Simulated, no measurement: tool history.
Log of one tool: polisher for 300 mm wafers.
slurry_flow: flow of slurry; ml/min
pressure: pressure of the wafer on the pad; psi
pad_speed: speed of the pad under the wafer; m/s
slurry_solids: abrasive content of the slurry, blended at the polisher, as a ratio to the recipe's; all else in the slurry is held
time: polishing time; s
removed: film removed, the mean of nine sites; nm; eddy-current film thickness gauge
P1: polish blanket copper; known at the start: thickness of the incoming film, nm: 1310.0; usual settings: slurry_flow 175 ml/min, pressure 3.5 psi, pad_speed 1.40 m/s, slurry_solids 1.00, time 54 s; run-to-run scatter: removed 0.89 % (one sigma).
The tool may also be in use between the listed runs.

run   hour  slurry_flow  pressure  pad_speed  slurry_solids  time  wafers polished on this pad  hours since the slurry nozzle was cleaned  hours since the head pressure was calibrated  hours since the slurry blender was calibrated  removed
  1    6.8          175       3.5       1.40           1.00    54                          315                                      354.6                                         712.7                                          129.2   261.51
  2   11.6          115       3.5       1.06           1.00    54                          373                                      359.4                                         717.5                                          134.0   186.49
  3   19.5          175       3.5       1.40           1.00    37                          468                                      367.3                                         725.4                                          141.9   177.72
  4   26.4          175       3.5       1.40           1.00    54                          551                                      374.2                                         732.3                                          148.8   264.24
  5   32.1          175       3.5       1.40           1.45    73                          620                                      379.9                                         738.0                                          154.5   383.43
  6   38.8          240       3.5       1.40           1.00    54                          701                                      386.6                                         744.7                                          161.2   274.21
  7   46.0          175       3.5       1.40           0.50    54                          788                                      393.8                                         751.9                                          168.4   229.10
  8   51.1          120       2.7       1.40           1.00    54                          849                                      398.9                                         757.0                                          173.5   188.20
  9   55.2          175       3.5       1.40           1.00    82                          899                                      403.0                                         761.1                                          177.6   402.17
 10   59.2          175       5.5       1.40           1.00    54                          947                                      407.0                                         765.1                                          181.6   415.03
 11   65.3          175       3.5       1.40           1.00    54                         1021                                      413.1                                         771.2                                          187.7   264.57
 12   69.3          175       3.5       0.74           1.00    54                         1069                                      417.1                                         775.2                                          191.7   137.68
 13   77.3          175       3.5       1.40           1.00    54                         1166                                      425.1                                         783.2                                          199.7   261.99
 14   82.2          105       3.5       1.40           1.00    54                         1225                                      430.0                                         788.1                                          204.6   235.67
 15   87.0          175       3.5       1.40           1.40    54                         1283                                      434.8                                         792.9                                          209.4   278.94
 16   91.6          175       3.5       2.12           1.00    54                         1338                                      439.4                                         797.5                                          214.0   397.95
 17   96.5          175       1.6       1.40           1.00    54                         1397                                      444.3                                         802.4                                          218.9   121.13
     103.3  -- head pressure recalibrated
 18  104.1          175       3.5       1.40           1.00    54                         1489                                      451.9                                           0.8                                          226.5   259.39
 19  110.8          175       3.5       1.40           1.00    54                         1570                                      458.6                                           7.5                                          233.2   259.28
 20  116.0          175       3.5       1.40           1.00    54                         1633                                      463.8                                          12.7                                          238.4   263.01
 21  120.4          175       3.5       1.40           1.00    54                         1686                                      468.2                                          17.1                                          242.8   252.90
 22  124.5          175       3.5       1.40           1.00    54                         1735                                      472.3                                          21.2                                          246.9   254.49
 23  130.4          175       3.5       1.40           1.00    54                         1807                                      478.2                                          27.1                                          252.8   252.33
 24  137.4          175       3.5       1.40           1.00    54                         1891                                      485.2                                          34.1                                          259.8   250.04
 25  142.2          175       3.5       1.40           1.00    54                         1949                                      490.0                                          38.9                                          264.6   249.85
 26  147.2          175       3.5       1.40           1.00    54                         2009                                      495.0                                          43.9                                          269.6   248.23
 27  155.0          175       3.5       1.40           1.00    54                         2103                                      502.8                                          51.7                                          277.4   247.16
     158.9  -- worn pad replaced by a new one
 28  163.4          175       3.5       1.40           1.00    54                           54                                      511.2                                          60.1                                          285.8   247.00
     165.1  -- slurry blender recalibrated
 29  169.0          175       3.5       1.40           1.00    54                          122                                      516.8                                          65.7                                            3.9   247.05
 30  177.0          175       3.5       1.40           1.00    54                          219                                      524.8                                          73.7                                           11.9   244.19
 31  183.2          175       3.5       1.40           1.00    54                          293                                      531.0                                          79.9                                           18.1   247.00

What P1 gives has crept away from where it was. These 2 causes fit the log equally well, each at the size given:
A: slurry flow missing at the pad, % = 29.6
B: head's pressure below its setpoint, % = 6.02
The creep began at about hour 116.0.
Why every other cause is out:
removal rate lost through wear of the pad, %: serviced at hour 158.9, which brought nothing back
abrasive missing from the slurry, %: serviced at hour 165.1, which brought nothing back

4 check runs are offered, each on 5 wafers whose results are averaged, their results left as question marks. Which one tells the causes apart?
check 1  189.4          115       3.5       1.40           1.00    54                                                                                                                                                                             ?
check 2  189.4          175       1.7       1.40           1.00    78                                                                                                                                                                             ?
check 3  189.4          175       3.5       1.40           0.80    54                                                                                                                                                                             ?
check 4  189.4          175       3.5       1.06           1.00    54                                                                                                                                                                             ?

What each check would give under each cause:
  check   result    if A    if B
check 1  removed  221.12  227.51
check 2  removed  172.36  172.36
check 3  removed  234.35  234.35
check 4  removed  186.01  186.00
How far apart the two closest causes lie, in the result that separates them most: check 1 2.85 %; check 2 0 %; check 3 0 %; check 4 0 %
Only check 1 tells the causes apart: in the others they would give nearly the same result.

Check 1 was then run and gave: removed 219.78 nm. Which cause is it?

It is A: slurry flow missing at the pad, %.
